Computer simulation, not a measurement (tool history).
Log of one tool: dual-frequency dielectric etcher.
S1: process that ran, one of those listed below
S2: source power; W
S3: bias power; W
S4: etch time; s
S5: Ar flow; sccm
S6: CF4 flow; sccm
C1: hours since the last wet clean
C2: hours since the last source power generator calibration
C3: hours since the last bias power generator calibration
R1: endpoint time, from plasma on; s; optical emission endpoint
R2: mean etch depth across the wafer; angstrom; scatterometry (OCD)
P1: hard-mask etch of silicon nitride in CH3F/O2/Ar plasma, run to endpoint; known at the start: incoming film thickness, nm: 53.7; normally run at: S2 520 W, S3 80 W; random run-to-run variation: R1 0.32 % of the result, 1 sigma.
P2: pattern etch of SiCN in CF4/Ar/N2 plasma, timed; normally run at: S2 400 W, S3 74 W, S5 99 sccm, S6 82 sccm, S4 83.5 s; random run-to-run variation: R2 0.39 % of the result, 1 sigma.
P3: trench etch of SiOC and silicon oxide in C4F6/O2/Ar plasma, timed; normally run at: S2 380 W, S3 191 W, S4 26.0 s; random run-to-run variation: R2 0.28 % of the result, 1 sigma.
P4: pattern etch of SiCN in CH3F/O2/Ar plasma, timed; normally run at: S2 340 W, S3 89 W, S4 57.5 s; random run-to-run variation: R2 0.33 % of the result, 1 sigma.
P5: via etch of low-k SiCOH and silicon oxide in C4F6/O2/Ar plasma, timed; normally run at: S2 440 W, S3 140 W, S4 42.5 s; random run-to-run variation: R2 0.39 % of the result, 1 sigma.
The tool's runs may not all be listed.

run 1 hour=9.4 | S1=P1 S2=520 S3=80 | C1=361.9 C2=1893.7 C3=550.9 | R1=68.163
run 2 hour=15.6 | S1=P3 S2=380 S3=191 S4=16.5 | C1=368.1 C2=1899.9 C3=557.1 | R2=320.19
run 3 hour=25.6 | S1=P2 S2=400 S3=74 S4=83.5 S5=99 S6=102 | C1=378.1 C2=1909.9 C3=567.1 | R2=681.69
run 4 hour=33.5 | S1=P1 S2=520 S3=80 | C1=386.0 C2=1917.8 C3=575.0 | R1=68.241
run 5 hour=45.7 | S1=P2 S2=400 S3=74 S4=62.0 S5=99 S6=82 | C1=398.2 C2=1930.0 C3=587.2 | R2=496.70
run 6 hour=58.2 | S1=P2 S2=400 S3=44 S4=83.5 S5=99 S6=82 | C1=410.7 C2=1942.5 C3=599.7 | R2=560.61
run 7 hour=67.0 | S1=P5 S2=440 S3=91 S4=42.5 | C1=419.5 C2=1951.3 C3=608.5 | R2=951.61
run 8 hour=75.5 | S1=P4 S2=340 S3=119 S4=57.5 | C1=428.0 C2=1959.8 C3=617.0 | R2=251.28
run 9 hour=88.4 | S1=P3 S2=380 S3=260 S4=26.0 | C1=440.9 C2=1972.7 C3=629.9 | R2=561.89
run 10 hour=94.6 | S1=P2 S2=400 S3=74 S4=83.5 S5=99 S6=82 | C1=447.1 C2=1978.9 C3=636.1 | R2=664.87
run 11 hour=101.4 | S1=P5 S2=440 S3=140 S4=42.5 | C1=453.9 C2=1985.7 C3=642.9 | R2=1073.20
run 12 hour=109.1 | S1=P1 S2=670 S3=80 | C1=461.6 C2=1993.4 C3=650.6 | R1=62.464
run 13 hour=118.2 | S1=P4 S2=210 S3=89 S4=57.5 | C1=470.7 C2=2002.5 C3=659.7 | R2=188.06
run 14 hour=130.1 | S1=P4 S2=340 S3=89 S4=57.5 | C1=482.6 C2=2014.4 C3=671.6 | R2=223.01
run 15 hour=140.3 | S1=P1 S2=520 S3=48 | C1=492.8 C2=2024.6 C3=681.8 | R1=80.677
run 16 hour=151.2 | S1=P3 S2=380 S3=191 S4=26.0 | C1=503.7 C2=2035.5 C3=692.7 | R2=505.35
run 17 hour=157.7 | S1=P5 S2=310 S3=140 S4=42.5 | C1=510.2 C2=2042.0 C3=699.2 | R2=929.56
run 18 hour=164.8 | S1=P1 S2=520 S3=104 | C1=517.3 C2=2049.1 C3=706.3 | R1=62.334
-- hour=166.5 bias power generator calibrated
run 19 hour=177.2 | S1=P1 S2=420 S3=66 | C1=529.7 C2=2061.5 C3=10.7 | R1=79.380
run 20 hour=185.4 | S1=P1 S2=520 S3=80 | C1=537.9 C2=2069.7 C3=18.9 | R1=69.007
run 21 hour=196.7 | S1=P4 S2=340 S3=89 S4=78.0 | C1=549.2 C2=2081.0 C3=30.2 | R2=300.72
run 22 hour=204.7 | S1=P2 S2=280 S3=74 S4=83.5 S5=99 S6=82 | C1=557.2 C2=2089.0 C3=38.2 | R2=486.41
run 23 hour=213.6 | S1=P1 S2=520 S3=80 | C1=566.1 C2=2097.9 C3=47.1 | R1=68.637
run 24 hour=225.0 | S1=P1 S2=420 S3=108 | C1=577.5 C2=2109.3 C3=58.5 | R1=66.845
run 25 hour=237.5 | S1=P3 S2=250 S3=191 S4=26.0 | C1=590.0 C2=2121.8 C3=71.0 | R2=429.90
run 26 hour=249.3 | S1=P1 S2=520 S3=80 | C1=601.8 C2=2133.6 C3=82.8 | R1=68.300
run 27 hour=255.9 | S1=P5 S2=440 S3=140 S4=29.0 | C1=608.4 C2=2140.2 C3=89.4 | R2=732.63
run 28 hour=266.7 | S1=P1 S2=310 S3=80 | C1=619.2 C2=2151.0 C3=100.2 | R1=82.984
run 29 hour=275.4 | S1=P1 S2=520 S3=80 | C1=627.9 C2=2159.7 C3=108.9 | R1=68.348
run 30 hour=284.7 | S1=P2 S2=400 S3=74 S4=83.5 S5=57 S6=82 | C1=637.2 C2=2169.0 C3=118.2 | R2=713.25
run 31 hour=290.8 | S1=P1 S2=520 S3=80 | C1=643.3 C2=2175.1 C3=124.3 | R1=68.306
run 32 hour=298.8 | S1=P1 S2=520 S3=80 | C1=651.3 C2=2183.1 C3=132.3 | R1=68.095
run 33 hour=308.7 | S1=P1 S2=520 S3=80 | C1=661.2 C2=2193.0 C3=142.2 | R1=68.082
run 34 hour=315.9 | S1=P1 S2=520 S3=80 | C1=668.4 C2=2200.2 C3=149.4 | R1=67.396
run 35 hour=326.3 | S1=P1 S2=520 S3=80 | C1=678.8 C2=2210.6 C3=159.8 | R1=67.165
run 36 hour=336.7 | S1=P1 S2=520 S3=80 | C1=689.2 C2=2221.0 C3=170.2 | R1=67.700

Run 37, settings as shown, results not yet in. Your forecast:
run 37 hour=345.0 | S1=P1 S2=520 S3=80 | C1=697.5 C2=2229.3 C3=178.5 | R1=?

R1: 67.631 s
